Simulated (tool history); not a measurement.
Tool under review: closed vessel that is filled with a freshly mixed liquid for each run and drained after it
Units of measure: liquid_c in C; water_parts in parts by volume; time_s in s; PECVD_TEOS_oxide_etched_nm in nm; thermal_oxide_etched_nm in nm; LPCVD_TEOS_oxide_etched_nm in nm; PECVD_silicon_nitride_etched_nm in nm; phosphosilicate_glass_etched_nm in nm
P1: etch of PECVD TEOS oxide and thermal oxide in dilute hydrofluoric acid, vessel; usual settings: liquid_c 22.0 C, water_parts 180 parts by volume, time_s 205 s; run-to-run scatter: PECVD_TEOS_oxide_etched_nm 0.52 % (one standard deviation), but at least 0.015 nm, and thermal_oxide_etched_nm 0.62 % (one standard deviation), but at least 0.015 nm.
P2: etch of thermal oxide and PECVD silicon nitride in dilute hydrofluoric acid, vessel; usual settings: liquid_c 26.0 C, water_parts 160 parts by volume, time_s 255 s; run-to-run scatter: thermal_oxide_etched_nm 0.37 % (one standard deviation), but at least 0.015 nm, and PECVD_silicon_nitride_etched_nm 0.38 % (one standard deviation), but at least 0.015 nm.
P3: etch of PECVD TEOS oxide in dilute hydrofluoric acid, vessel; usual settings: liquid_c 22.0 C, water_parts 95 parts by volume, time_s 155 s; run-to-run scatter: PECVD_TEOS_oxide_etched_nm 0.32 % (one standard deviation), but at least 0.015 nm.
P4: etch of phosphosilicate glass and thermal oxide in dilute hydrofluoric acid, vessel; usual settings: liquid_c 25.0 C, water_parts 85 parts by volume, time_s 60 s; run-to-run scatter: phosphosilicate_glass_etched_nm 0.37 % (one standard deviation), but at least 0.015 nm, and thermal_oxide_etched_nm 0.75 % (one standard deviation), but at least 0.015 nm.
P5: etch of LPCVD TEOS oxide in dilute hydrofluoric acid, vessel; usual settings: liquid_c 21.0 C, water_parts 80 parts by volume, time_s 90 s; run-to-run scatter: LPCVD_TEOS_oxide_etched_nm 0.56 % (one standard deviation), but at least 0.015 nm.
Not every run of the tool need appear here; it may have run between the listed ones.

| run | hour | process | liquid_c | water_parts | time_s | hours since the thermometer was replaced | hours since the hydrofluoric acid flow meter was replaced | PECVD_TEOS_oxide_etched_nm | thermal_oxide_etched_nm | LPCVD_TEOS_oxide_etched_nm | PECVD_silicon_nitride_etched_nm | phosphosilicate_glass_etched_nm |
|---|---|---|---|---|---|---|---|---|---|---|---|---|
| 1 | 12.4 | P1 | 22.0 | 180 | 205 | 692.6 | 148.1 | 9.6115 | 4.60240 |  |  |  |
| 2 | 29.4 | P5 | 21.0 | 80 | 150 | 709.6 | 165.1 |  |  | 63.538 |  |  |
| 3 | 38.5 | P2 | 26.0 | 260 | 255 | 718.7 | 174.2 |  | 4.24940 |  | 6.4470 |  |
| 4 | 52.5 | P4 | 25.0 | 20 | 60 | 732.7 | 188.2 |  | 16.02500 |  |  | 208.400 |
| 5 | 68.1 | P1 | 22.0 | 180 | 55 | 748.3 | 203.8 | 2.5486 | 1.25550 |  |  |  |
| 6 | 76.8 | P1 | 27.0 | 180 | 100 | 757.0 | 212.5 | 5.6038 | 2.72010 |  |  |  |
| 7 | 84.9 | P3 | 22.0 | 20 | 155 | 765.1 | 220.6 | 207.4900 |  |  |  |  |
| 8 | 95.3 | P1 | 22.0 | 180 | 205 | 775.5 | 231.0 | 9.5548 | 4.58760 |  |  |  |
| 9 | 112.0 | P5 | 21.0 | 35 | 90 | 792.2 | 247.7 |  |  | 91.529 |  |  |
| 10 | 125.5 | P5 | 27.0 | 80 | 90 | 805.7 | 261.2 |  |  | 48.756 |  |  |
| 11 | 142.0 | P4 | 25.0 | 85 | 120 | 822.2 | 277.7 |  | 6.93440 |  |  | 90.262 |
| 12 | 150.9 | P1 | 22.0 | 180 | 205 | 831.1 | 286.6 | 9.6333 | 4.62200 |  |  |  |
| 13 | 166.1 | P5 | 21.0 | 80 | 90 | 846.3 | 301.8 |  |  | 38.249 |  |  |
| 14 | 175.5 | P3 | 22.0 | 95 | 235 | 855.7 | 311.2 | 59.9830 |  |  |  |  |
| 15 | 192.5 | P3 | 17.5 | 95 | 155 | 872.7 | 328.2 | 33.0440 |  |  |  |  |
| 16 | 207.5 | P2 | 17.5 | 160 | 255 | 887.7 | 343.2 |  | 5.53510 |  | 6.0396 |  |
|  | 217.2 | thermometer replaced |
| 17 | 223.9 | P4 | 25.0 | 85 | 60 | 6.8 | 359.6 |  | 3.47810 |  |  | 44.797 |
| 18 | 233.3 | P1 | 22.0 | 180 | 205 | 16.2 | 369.0 | 9.5021 | 4.60400 |  |  |  |
| 19 | 242.4 | P1 | 27.0 | 180 | 205 | 25.3 | 378.1 | 11.5220 | 5.44070 |  |  |  |
| 20 | 256.9 | P2 | 26.0 | 160 | 30 | 39.8 | 392.6 |  | 0.91376 |  | 1.2303 |  |
| 21 | 268.9 | P1 | 22.0 | 310 | 205 | 51.8 | 404.6 | 4.8631 | 2.35690 |  |  |  |
| 22 | 287.2 | P1 | 22.0 | 60 | 205 | 70.1 | 422.9 | 32.9540 | 15.84800 |  |  |  |
| 23 | 295.8 | P1 | 22.0 | 180 | 205 | 78.7 | 431.5 | 9.5490 | 4.58440 |  |  |  |
| 24 | 303.8 | P2 | 26.0 | 160 | 255 | 86.7 | 439.5 |  | 7.67810 |  | 10.5200 |  |
| 25 | 312.3 | P1 | 18.0 | 180 | 205 | 95.2 | 448.0 | 8.1870 | 3.87720 |  |  |  |
| 26 | 322.6 | P1 | 22.0 | 180 | 205 | 105.5 | 458.3 | 9.5271 | 4.58410 |  |  |  |
| 27 | 336.5 | P3 | 22.0 | 95 | 155 | 119.4 | 472.2 | 39.6590 |  |  |  |  |
| 28 | 348.4 | P1 | 22.0 | 180 | 355 | 131.3 | 484.1 | 16.5960 | 7.91740 |  |  |  |
| 29 | 367.0 | P1 | 17.0 | 180 | 30 | 149.9 | 502.7 | 1.1359 | 0.54773 |  |  |  |
| 30 | 379.4 | P2 | 26.0 | 160 | 255 | 162.3 | 515.1 |  | 7.68660 |  | 10.4270 |  |
| 31 | 391.7 | P3 | 22.0 | 95 | 155 | 174.6 | 527.4 | 39.7730 |  |  |  |  |

Expected results for the next run?
| 32 | 408.9 | P4 | 19.0 | 85 | 60 | 191.8 | 544.6 |  | ? |  |  | ? |

Run 32 produced thermal_oxide_etched_nm 2.73440 nm, phosphosilicate_glass_etched_nm 35.115 nm.
